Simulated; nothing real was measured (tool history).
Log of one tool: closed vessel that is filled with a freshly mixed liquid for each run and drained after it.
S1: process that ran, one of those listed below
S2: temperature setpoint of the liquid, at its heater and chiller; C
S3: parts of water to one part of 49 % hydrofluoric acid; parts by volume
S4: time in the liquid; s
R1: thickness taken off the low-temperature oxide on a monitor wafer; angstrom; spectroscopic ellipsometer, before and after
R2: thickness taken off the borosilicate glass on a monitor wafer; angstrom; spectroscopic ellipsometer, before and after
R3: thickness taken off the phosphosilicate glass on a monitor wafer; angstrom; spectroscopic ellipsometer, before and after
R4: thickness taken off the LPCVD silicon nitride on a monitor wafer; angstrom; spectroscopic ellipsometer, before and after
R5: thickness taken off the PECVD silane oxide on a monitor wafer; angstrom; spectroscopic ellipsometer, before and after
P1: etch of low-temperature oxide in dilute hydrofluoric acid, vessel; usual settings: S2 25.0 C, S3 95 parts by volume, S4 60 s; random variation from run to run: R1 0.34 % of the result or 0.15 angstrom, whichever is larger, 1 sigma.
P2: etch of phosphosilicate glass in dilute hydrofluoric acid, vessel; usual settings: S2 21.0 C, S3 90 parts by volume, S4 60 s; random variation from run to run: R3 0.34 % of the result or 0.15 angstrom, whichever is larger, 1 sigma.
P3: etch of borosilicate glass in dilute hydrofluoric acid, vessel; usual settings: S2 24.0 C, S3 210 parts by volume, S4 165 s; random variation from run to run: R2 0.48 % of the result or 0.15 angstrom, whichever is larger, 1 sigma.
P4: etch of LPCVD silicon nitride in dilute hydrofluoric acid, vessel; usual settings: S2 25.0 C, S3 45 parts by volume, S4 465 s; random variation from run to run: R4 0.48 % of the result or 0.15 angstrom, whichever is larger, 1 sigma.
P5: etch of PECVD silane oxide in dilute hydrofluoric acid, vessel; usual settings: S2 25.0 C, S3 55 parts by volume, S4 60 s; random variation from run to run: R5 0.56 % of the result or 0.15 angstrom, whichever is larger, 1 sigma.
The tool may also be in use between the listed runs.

Run 1, hour 11.1: S1 P1, S2 25.0 C, S3 95 parts by volume, S4 60 s. Result: R1 241.49 angstrom.
Run 2, hour 18.3: S1 P3, S2 24.0 C, S3 210 parts by volume, S4 250 s. Result: R2 267.41 angstrom.
Run 3, hour 26.0: S1 P1, S2 25.0 C, S3 95 parts by volume, S4 60 s. Result: R1 240.37 angstrom.
Run 4, hour 31.9: S1 P1, S2 25.0 C, S3 95 parts by volume, S4 60 s. Result: R1 242.21 angstrom.
Run 5, hour 37.6: S1 P1, S2 25.0 C, S3 95 parts by volume, S4 35 s. Result: R1 140.41 angstrom.
Run 6, hour 44.2: S1 P1, S2 25.0 C, S3 95 parts by volume, S4 105 s. Result: R1 423.48 angstrom.
Run 7, hour 52.5: S1 P2, S2 21.0 C, S3 20 parts by volume, S4 60 s. Result: R3 5800.4 angstrom.
Run 8, hour 63.3: S1 P2, S2 28.5 C, S3 90 parts by volume, S4 60 s. Result: R3 1589.0 angstrom.
Run 9, hour 72.5: S1 P3, S2 24.0 C, S3 100 parts by volume, S4 165 s. Result: R2 419.26 angstrom.
Run 10, hour 82.5: S1 P4, S2 25.0 C, S3 45 parts by volume, S4 715 s. Result: R4 80.147 angstrom.
Run 11, hour 89.5: S1 P5, S2 25.0 C, S3 55 parts by volume, S4 60 s. Result: R5 450.15 angstrom.
Run 12, hour 99.5: S1 P3, S2 19.5 C, S3 210 parts by volume, S4 165 s. Result: R2 147.20 angstrom.
Run 13, hour 104.9: S1 P1, S2 25.0 C, S3 60 parts by volume, S4 60 s. Result: R1 398.83 angstrom.
Run 14, hour 113.6: S1 P1, S2 25.0 C, S3 95 parts by volume, S4 60 s. Result: R1 240.93 angstrom.
Run 15, hour 119.6: S1 P1, S2 25.0 C, S3 95 parts by volume, S4 60 s. Result: R1 241.20 angstrom.
Run 16, hour 125.4: S1 P1, S2 17.5 C, S3 95 parts by volume, S4 60 s. Result: R1 177.41 angstrom.
Run 17, hour 135.1: S1 P5, S2 29.0 C, S3 55 parts by volume, S4 60 s. Result: R5 524.88 angstrom.
Run 18, hour 144.5: S1 P4, S2 25.0 C, S3 45 parts by volume, S4 465 s. Result: R4 52.017 angstrom.
Run 19, hour 149.4: S1 P3, S2 24.0 C, S3 210 parts by volume, S4 165 s. Result: R2 175.04 angstrom.
Run 20, hour 158.0: S1 P1, S2 25.0 C, S3 95 parts by volume, S4 60 s. Result: R1 241.61 angstrom.
At hour 167.1: thermometer replaced.
Run 21, hour 168.6: S1 P5, S2 25.0 C, S3 20 parts by volume, S4 60 s. Result: R5 1293.80 angstrom.
Run 22, hour 174.4: S1 P4, S2 30.0 C, S3 45 parts by volume, S4 465 s. Result: R4 72.658 angstrom.
Run 23, hour 181.7: S1 P2, S2 21.0 C, S3 90 parts by volume, S4 60 s. Result: R3 1181.5 angstrom.
Run 24, hour 188.1: S1 P4, S2 25.0 C, S3 25 parts by volume, S4 465 s. Result: R4 92.062 angstrom.
Run 25, hour 194.6: S1 P1, S2 31.0 C, S3 95 parts by volume, S4 60 s. Result: R1 302.44 angstrom.
Run 26, hour 202.5: S1 P2, S2 21.0 C, S3 90 parts by volume, S4 95 s. Result: R3 1859.5 angstrom.
Run 27, hour 211.1: S1 P1, S2 17.5 C, S3 95 parts by volume, S4 95 s. Result: R1 279.74 angstrom.
Run 28, hour 219.1: S1 P5, S2 25.0 C, S3 55 parts by volume, S4 100 s. Result: R5 751.12 angstrom.
Run 29, hour 224.8: S1 P1, S2 25.0 C, S3 175 parts by volume, S4 60 s. Result: R1 118.93 angstrom.

Run 30 comes next. What will it give?
Run 30, hour 231.9: S1 P4, S2 25.0 C, S3 45 parts by volume, S4 465 s. Result: R4 ?.

R4: 51.923 angstrom
